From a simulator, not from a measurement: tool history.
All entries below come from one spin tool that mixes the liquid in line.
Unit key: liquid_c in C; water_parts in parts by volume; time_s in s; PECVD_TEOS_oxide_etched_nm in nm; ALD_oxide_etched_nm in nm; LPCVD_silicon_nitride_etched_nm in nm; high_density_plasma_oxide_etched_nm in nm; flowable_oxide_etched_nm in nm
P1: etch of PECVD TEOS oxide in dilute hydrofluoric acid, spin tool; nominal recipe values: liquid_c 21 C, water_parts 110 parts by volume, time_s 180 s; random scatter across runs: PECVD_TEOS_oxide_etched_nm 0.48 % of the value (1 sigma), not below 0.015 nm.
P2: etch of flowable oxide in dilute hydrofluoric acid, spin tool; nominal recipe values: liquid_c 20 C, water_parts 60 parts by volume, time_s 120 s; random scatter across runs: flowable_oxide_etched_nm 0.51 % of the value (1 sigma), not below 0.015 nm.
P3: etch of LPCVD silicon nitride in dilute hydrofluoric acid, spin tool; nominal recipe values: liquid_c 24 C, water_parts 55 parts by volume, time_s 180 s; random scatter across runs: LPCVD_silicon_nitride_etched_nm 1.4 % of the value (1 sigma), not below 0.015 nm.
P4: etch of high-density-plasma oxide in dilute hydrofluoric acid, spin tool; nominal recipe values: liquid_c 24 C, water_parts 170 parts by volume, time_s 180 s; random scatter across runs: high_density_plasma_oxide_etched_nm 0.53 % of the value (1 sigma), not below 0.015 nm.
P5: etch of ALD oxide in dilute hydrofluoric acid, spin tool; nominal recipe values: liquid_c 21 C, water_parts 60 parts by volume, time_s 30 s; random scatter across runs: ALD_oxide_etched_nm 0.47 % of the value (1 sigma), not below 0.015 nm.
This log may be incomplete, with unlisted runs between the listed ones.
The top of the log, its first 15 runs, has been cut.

run   hour  process  liquid_c  water_parts  time_s  hours since the thermometer was replaced  hours since the hydrofluoric acid flow meter was replaced  PECVD_TEOS_oxide_etched_nm  ALD_oxide_etched_nm  LPCVD_silicon_nitride_etched_nm  high_density_plasma_oxide_etched_nm  flowable_oxide_etched_nm
 16  219.7       P2        20           60     230                                     125.4                                                      771.8                                                                                                                                           94.525
 17  236.3       P4        24          170     180                                       142                                                      788.4                                                                                                                 8.9555
 18  248.6       P2        28           60     120                                     154.3                                                      800.7                                                                                                                                           68.708
 19  259.9       P5        21           60      55                                     165.6                                                        812                                           13.306
 20  276.1       P3        24           55     180                                     181.8                                                      828.2                                                                            1.4712
 21  289.6       P1        21          110     180                                     195.3                                                      841.7                      19.991
 22  305.3       P1        21          110     180                                       211                                                      857.4                      20.046
 23  318.3       P1        21          110     325                                       224                                                      870.4                       36.33
 24    330       P1        21          110     180                                     235.7                                                      882.1                       20.25
 25    340       P4      29.5          170     180                                     245.7                                                      892.1                                                                                                                 10.913
 26  351.2       P3        24           55      15                                     256.9                                                      903.3                                                                           0.13666
 27  364.8       P1        21          110     180                                     270.5                                                      916.9                       20.15
 28  380.5       P1        27           35     180                                     286.2                                                      932.6                      88.712
 29    395       P5      27.5           60      30                                     300.7                                                      947.1                                           9.4198
 30  406.9       P1        17          110     305                                     312.6                                                        959                      29.041
 31  423.8       P2        20           60     120                                     329.5                                                      975.9                                                                                                                                           49.483
 32  433.3       P3        19           55     180                                       339                                                      985.4                                                                             1.031
 33  446.3       P1        21          155     180                                       352                                                      998.4                      13.661
 34  463.8       P1        21          110     180                                     369.5                                                     1015.9                      20.399
 35  482.6       P1        21          110     180                                     388.3                                                     1034.7                      21.079

Predict the results of run 36:
 36  500.1       P1        21          110     180                                     405.8                                                     1052.2                           ?

PECVD_TEOS_oxide_etched_nm: 21.141 nm

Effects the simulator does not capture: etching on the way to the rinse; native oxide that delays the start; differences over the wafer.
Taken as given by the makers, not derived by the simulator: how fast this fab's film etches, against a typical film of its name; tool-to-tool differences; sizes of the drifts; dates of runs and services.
